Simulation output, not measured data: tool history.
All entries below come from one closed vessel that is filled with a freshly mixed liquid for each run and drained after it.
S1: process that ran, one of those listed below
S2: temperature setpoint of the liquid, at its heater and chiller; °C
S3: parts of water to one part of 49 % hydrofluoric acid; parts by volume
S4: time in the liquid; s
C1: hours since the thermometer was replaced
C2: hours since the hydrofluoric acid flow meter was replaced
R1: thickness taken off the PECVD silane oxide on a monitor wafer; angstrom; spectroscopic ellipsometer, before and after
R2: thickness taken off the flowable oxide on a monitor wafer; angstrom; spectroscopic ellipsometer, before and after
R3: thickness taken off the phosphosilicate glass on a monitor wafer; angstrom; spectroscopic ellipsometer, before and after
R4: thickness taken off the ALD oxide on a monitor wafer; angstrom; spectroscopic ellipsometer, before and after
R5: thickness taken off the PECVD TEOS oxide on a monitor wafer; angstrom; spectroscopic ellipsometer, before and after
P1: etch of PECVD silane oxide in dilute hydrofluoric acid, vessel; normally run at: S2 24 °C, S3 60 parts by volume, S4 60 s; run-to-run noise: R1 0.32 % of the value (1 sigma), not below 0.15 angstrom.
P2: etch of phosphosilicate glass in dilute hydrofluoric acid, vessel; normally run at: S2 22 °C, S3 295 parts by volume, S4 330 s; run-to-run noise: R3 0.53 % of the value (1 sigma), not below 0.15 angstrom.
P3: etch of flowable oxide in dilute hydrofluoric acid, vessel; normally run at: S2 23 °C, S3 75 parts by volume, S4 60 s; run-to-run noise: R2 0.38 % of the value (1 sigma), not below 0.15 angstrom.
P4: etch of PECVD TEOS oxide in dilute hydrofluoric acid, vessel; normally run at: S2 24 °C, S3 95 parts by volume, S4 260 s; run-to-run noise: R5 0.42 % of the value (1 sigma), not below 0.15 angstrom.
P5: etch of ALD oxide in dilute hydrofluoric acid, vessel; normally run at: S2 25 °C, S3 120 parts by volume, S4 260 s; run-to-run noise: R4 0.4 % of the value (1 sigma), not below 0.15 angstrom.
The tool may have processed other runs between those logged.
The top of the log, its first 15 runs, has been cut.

run 16 hour=75.2 | S1=P2 S2=18 S3=295 S4=330 | C1=416.9 C2=58.9 | R3=450.57
run 17 hour=78.5 | S1=P4 S2=24 S3=95 S4=260 | C1=420.2 C2=62.2 | R5=246.77
run 18 hour=82.5 | S1=P5 S2=17.5 S3=120 S4=260 | C1=424.2 C2=66.2 | R4=346.54
run 19 hour=87.5 | S1=P1 S2=24 S3=60 S4=60 | C1=429.2 C2=71.2 | R1=242.6
run 20 hour=93.4 | S1=P2 S2=22 S3=295 S4=110 | C1=435.1 C2=77.1 | R3=172.18
run 21 hour=98.8 | S1=P4 S2=24 S3=95 S4=30 | C1=440.5 C2=82.5 | R5=28.438
run 22 hour=103.6 | S1=P1 S2=24 S3=60 S4=60 | C1=445.3 C2=87.3 | R1=242.65
run 23 hour=107.8 | S1=P1 S2=32.5 S3=60 S4=60 | C1=449.5 C2=91.5 | R1=339.83
run 24 hour=110.7 | S1=P3 S2=23 S3=75 S4=60 | C1=452.4 C2=94.4 | R2=264.28
run 25 hour=114.8 | S1=P2 S2=22 S3=295 S4=330 | C1=456.5 C2=98.5 | R3=520.99
run 26 hour=118.3 | S1=P5 S2=25 S3=165 S4=260 | C1=460 C2=102 | R4=323.51
run 27 hour=121.7 | S1=P1 S2=24 S3=90 S4=60 | C1=463.4 C2=105.4 | R1=155.92
run 28 hour=125.5 | S1=P1 S2=20 S3=60 S4=60 | C1=467.2 C2=109.2 | R1=206.15
run 29 hour=129.7 | S1=P4 S2=24 S3=135 S4=260 | C1=471.4 C2=113.4 | R5=164.38
run 30 hour=134 | S1=P3 S2=23 S3=75 S4=90 | C1=475.7 C2=117.7 | R2=395.22
run 31 hour=138.6 | S1=P1 S2=24 S3=25 S4=60 | C1=480.3 C2=122.3 | R1=610.29
run 32 hour=144.7 | S1=P2 S2=22 S3=295 S4=330 | C1=486.4 C2=128.4 | R3=519.59
run 33 hour=150.3 | S1=P1 S2=24 S3=60 S4=60 | C1=492 C2=134 | R1=242.99
run 34 hour=155.3 | S1=P1 S2=24 S3=60 S4=60 | C1=497 C2=139 | R1=237.12
run 35 hour=159.4 | S1=P1 S2=24 S3=60 S4=60 | C1=501.1 C2=143.1 | R1=233.18
run 36 hour=164.8 | S1=P1 S2=24 S3=60 S4=60 | C1=506.5 C2=148.5 | R1=230.03
run 37 hour=169.1 | S1=P1 S2=24 S3=60 S4=60 | C1=510.8 C2=152.8 | R1=228.93
run 38 hour=174.2 | S1=P1 S2=24 S3=60 S4=60 | C1=515.9 C2=157.9 | R1=228.79

Estimate the outcome of run 39 from the log above:
run 39 hour=177.9 | S1=P1 S2=24 S3=60 S4=60 | C1=519.6 C2=161.6 | R1=?

{"run 39": {"R1": 228.6}}
